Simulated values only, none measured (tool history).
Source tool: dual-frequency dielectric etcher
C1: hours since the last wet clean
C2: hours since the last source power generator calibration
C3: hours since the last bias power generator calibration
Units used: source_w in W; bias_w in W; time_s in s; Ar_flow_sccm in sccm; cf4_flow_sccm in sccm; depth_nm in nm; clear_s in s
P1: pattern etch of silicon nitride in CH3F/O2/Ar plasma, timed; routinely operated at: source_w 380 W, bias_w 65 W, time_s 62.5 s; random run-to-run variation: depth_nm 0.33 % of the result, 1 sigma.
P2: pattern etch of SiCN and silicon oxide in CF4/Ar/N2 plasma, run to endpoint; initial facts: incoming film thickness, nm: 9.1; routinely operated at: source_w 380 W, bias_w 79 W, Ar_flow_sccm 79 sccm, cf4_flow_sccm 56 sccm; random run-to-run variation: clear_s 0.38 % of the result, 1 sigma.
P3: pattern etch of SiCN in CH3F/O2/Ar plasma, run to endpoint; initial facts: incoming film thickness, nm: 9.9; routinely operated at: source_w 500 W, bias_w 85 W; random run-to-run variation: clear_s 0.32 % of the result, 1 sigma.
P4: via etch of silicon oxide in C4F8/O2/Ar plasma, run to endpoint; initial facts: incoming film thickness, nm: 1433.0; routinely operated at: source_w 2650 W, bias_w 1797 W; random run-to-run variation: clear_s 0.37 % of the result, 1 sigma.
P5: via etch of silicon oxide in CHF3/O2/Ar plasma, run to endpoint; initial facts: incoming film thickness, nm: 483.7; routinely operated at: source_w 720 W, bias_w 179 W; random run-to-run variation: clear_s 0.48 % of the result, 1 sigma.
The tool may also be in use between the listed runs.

Run 1, hour 12.5: process P1, source_w 380 W, bias_w 65 W, time_s 62.5 s; C1 494.2; C2 1230.1; C3 2534.7. Result: depth_nm 41.639 nm.
Run 2, hour 21.9: process P1, source_w 380 W, bias_w 49 W, time_s 62.5 s; C1 503.6; C2 1239.5; C3 2544.1. Result: depth_nm 38.062 nm.
Run 3, hour 30.1: process P5, source_w 720 W, bias_w 179 W; C1 511.8; C2 1247.7; C3 2552.3. Result: clear_s 227.8200 s.
Run 4, hour 37.2: process P3, source_w 500 W, bias_w 85 W; C1 518.9; C2 1254.8; C3 2559.4. Result: clear_s 22.3600 s.
At hour 45.1: source power generator calibrated.
Run 5, hour 46.7: process P5, source_w 720 W, bias_w 111 W; C1 528.4; C2 1.6; C3 2568.9. Result: clear_s 264.6700 s.
Run 6, hour 60.3: process P3, source_w 500 W, bias_w 55 W; C1 542.0; C2 15.2; C3 2582.5. Result: clear_s 25.9390 s.
Run 7, hour 67.7: process P3, source_w 670 W, bias_w 85 W; C1 549.4; C2 22.6; C3 2589.9. Result: clear_s 19.9560 s.
Run 8, hour 78.5: process P2, source_w 380 W, bias_w 79 W, Ar_flow_sccm 79 sccm, cf4_flow_sccm 76 sccm; C1 560.2; C2 33.4; C3 2600.7. Result: clear_s 11.8190 s.
Run 9, hour 88.1: process P2, source_w 380 W, bias_w 79 W, Ar_flow_sccm 56 sccm, cf4_flow_sccm 56 sccm; C1 569.8; C2 43.0; C3 2610.3. Result: clear_s 11.6640 s.
Run 10, hour 98.5: process P1, source_w 300 W, bias_w 65 W, time_s 62.5 s; C1 580.2; C2 53.4; C3 2620.7. Result: depth_nm 38.068 nm.
Run 11, hour 108.3: process P1, source_w 380 W, bias_w 52 W, time_s 76.0 s; C1 590.0; C2 63.2; C3 2630.5. Result: depth_nm 47.113 nm.
Run 12, hour 122.9: process P4, source_w 2650 W, bias_w 1797 W; C1 604.6; C2 77.8; C3 2645.1. Result: clear_s 255.9300 s.
Run 13, hour 130.9: process P4, source_w 2650 W, bias_w 1797 W; C1 612.6; C2 85.8; C3 2653.1. Result: clear_s 256.7800 s.
Run 14, hour 145.8: process P1, source_w 380 W, bias_w 80 W, time_s 43.5 s; C1 627.5; C2 100.7; C3 2668.0. Result: depth_nm 31.148 nm.
Run 15, hour 154.1: process P4, source_w 1970 W, bias_w 1797 W; C1 635.8; C2 109.0; C3 2676.3. Result: clear_s 290.8200 s.
Run 16, hour 166.9: process P5, source_w 720 W, bias_w 179 W; C1 648.6; C2 121.8; C3 2689.1. Result: clear_s 230.0900 s.
Run 17, hour 181.7: process P4, source_w 2650 W, bias_w 1451 W; C1 663.4; C2 136.6; C3 2703.9. Result: clear_s 271.9300 s.
Run 18, hour 196.6: process P1, source_w 460 W, bias_w 65 W, time_s 62.5 s; C1 678.3; C2 151.5; C3 2718.8. Result: depth_nm 44.931 nm.
Run 19, hour 205.7: process P1, source_w 380 W, bias_w 86 W, time_s 62.5 s; C1 687.4; C2 160.6; C3 2727.9. Result: depth_nm 46.095 nm.
Run 20, hour 218.0: process P1, source_w 380 W, bias_w 65 W, time_s 62.5 s; C1 699.7; C2 172.9; C3 2740.2. Result: depth_nm 41.471 nm.
Run 21, hour 229.7: process P1, source_w 380 W, bias_w 65 W, time_s 41.5 s; C1 711.4; C2 184.6; C3 2751.9. Result: depth_nm 27.732 nm.
Run 22, hour 237.7: process P1, source_w 380 W, bias_w 65 W, time_s 62.5 s; C1 719.4; C2 192.6; C3 2759.9. Result: depth_nm 41.434 nm.
Run 23, hour 245.7: process P1, source_w 380 W, bias_w 65 W, time_s 62.5 s; C1 727.4; C2 200.6; C3 2767.9. Result: depth_nm 41.554 nm.
Run 24, hour 255.4: process P3, source_w 500 W, bias_w 85 W; C1 737.1; C2 210.3; C3 2777.6. Result: clear_s 22.2960 s.
Run 25, hour 268.1: process P2, source_w 380 W, bias_w 79 W, Ar_flow_sccm 79 sccm, cf4_flow_sccm 56 sccm; C1 749.8; C2 223.0; C3 2790.3. Result: clear_s 12.2980 s.
Run 26, hour 281.0: process P1, source_w 530 W, bias_w 43 W, time_s 62.5 s; C1 762.7; C2 235.9; C3 2803.2. Result: depth_nm 41.611 nm.
Run 27, hour 290.2: process P1, source_w 380 W, bias_w 65 W, time_s 77.5 s; C1 771.9; C2 245.1; C3 2812.4. Result: depth_nm 51.656 nm.
Run 28, hour 304.5: process P5, source_w 900 W, bias_w 179 W; C1 786.2; C2 259.4; C3 2826.7. Result: clear_s 209.3300 s.
Run 29, hour 317.4: process P2, source_w 490 W, bias_w 79 W, Ar_flow_sccm 79 sccm, cf4_flow_sccm 56 sccm; C1 799.1; C2 272.3; C3 2839.6. Result: clear_s 9.8407 s.
Run 30, hour 331.2: process P2, source_w 380 W, bias_w 103 W, Ar_flow_sccm 79 sccm, cf4_flow_sccm 56 sccm; C1 812.9; C2 286.1; C3 2853.4. Result: clear_s 11.1390 s.
Run 31, hour 342.8: process P1, source_w 380 W, bias_w 65 W, time_s 62.5 s; C1 824.5; C2 297.7; C3 2865.0. Result: depth_nm 41.505 nm.
Run 32, hour 356.5: process P1, source_w 380 W, bias_w 65 W, time_s 62.5 s; C1 838.2; C2 311.4; C3 2878.7. Result: depth_nm 41.910 nm.
Run 33, hour 368.6: process P1, source_w 380 W, bias_w 65 W, time_s 62.5 s; C1 850.3; C2 323.5; C3 2890.8. Result: depth_nm 41.821 nm.
Run 34, hour 382.4: process P1, source_w 380 W, bias_w 65 W, time_s 62.5 s; C1 864.1; C2 337.3; C3 2904.6. Result: depth_nm 42.289 nm.
At hour 393.2: wet clean of the chamber.
Run 35, hour 396.8: process P1, source_w 380 W, bias_w 65 W, time_s 62.5 s; C1 3.7; C2 351.7; C3 2919.0. Result: depth_nm 42.557 nm.
Run 36, hour 412.1: process P1, source_w 380 W, bias_w 65 W, time_s 62.5 s; C1 19.0; C2 367.0; C3 2934.3. Result: depth_nm 42.391 nm.
Run 37, hour 422.2: process P1, source_w 380 W, bias_w 65 W, time_s 62.5 s; C1 29.1; C2 377.1; C3 2944.4. Result: depth_nm 42.396 nm.
Run 38, hour 435.2: process P1, source_w 380 W, bias_w 65 W, time_s 62.5 s; C1 42.1; C2 390.1; C3 2957.4. Result: depth_nm 42.341 nm.
Run 39, hour 449.6: process P1, source_w 380 W, bias_w 65 W, time_s 62.5 s; C1 56.5; C2 404.5; C3 2971.8. Result: depth_nm 42.320 nm.
Run 40, hour 459.4: process P1, source_w 380 W, bias_w 65 W, time_s 62.5 s; C1 66.3; C2 414.3; C3 2981.6. Result: depth_nm 42.390 nm.
Run 41, hour 468.4: process P1, source_w 380 W, bias_w 65 W, time_s 62.5 s; C1 75.3; C2 423.3; C3 2990.6. Result: depth_nm 42.364 nm.

The log shows P1 creeping away from where it was. Any of the 2 causes listed here, at the size stated for it, fits the log just as well as the others:
A: source power that arrives over what is set, % = 4.4
B: bias power that arrives over what is set, % = 4.98
The gradual shift began around hour 342.8.
Every other cause this tool's parts could produce, and why it does not fit the log:
chamber walls in a state that raises the etch rate, %: its service at hour 393.2 followed the start of the drift and did not put the process back to its old value

The 4 check runs listed below each average the results of 2 wafers, and their outcomes are marked with question marks. Under which run would the listed causes produce clearly different results?
Run check 1, hour 477.4: process P2, source_w 380 W, bias_w 79 W, Ar_flow_sccm 79 sccm, cf4_flow_sccm 56 sccm. Result: clear_s ?.
Run check 2, hour 477.4: process P4, source_w 2650 W, bias_w 1797 W. Result: clear_s ?.
Run check 3, hour 477.4: process P3, source_w 500 W, bias_w 85 W. Result: clear_s ?.
Run check 4, hour 477.4: process P5, source_w 720 W, bias_w 179 W. Result: clear_s ?.

What each check would give under each cause:
  check   result      if A      if B
check 1  clear_s   11.8270   12.0770
check 2  clear_s  252.3200  253.3600
check 3  clear_s   21.9970   21.9640
check 4  clear_s  224.9000  224.9800
How far apart the two closest causes lie, in the result that separates them most: check 1 2.09 %; check 2 0.41 %; check 3 0.15 %; check 4 0.04 %
Only in check 1 would the causes give clearly different results; in the remaining checks their results would be nearly the same.

Check 1 was then run and gave: clear_s 11.7840 s. Which cause is it?

It was cause A: source power that arrives over what is set, %.

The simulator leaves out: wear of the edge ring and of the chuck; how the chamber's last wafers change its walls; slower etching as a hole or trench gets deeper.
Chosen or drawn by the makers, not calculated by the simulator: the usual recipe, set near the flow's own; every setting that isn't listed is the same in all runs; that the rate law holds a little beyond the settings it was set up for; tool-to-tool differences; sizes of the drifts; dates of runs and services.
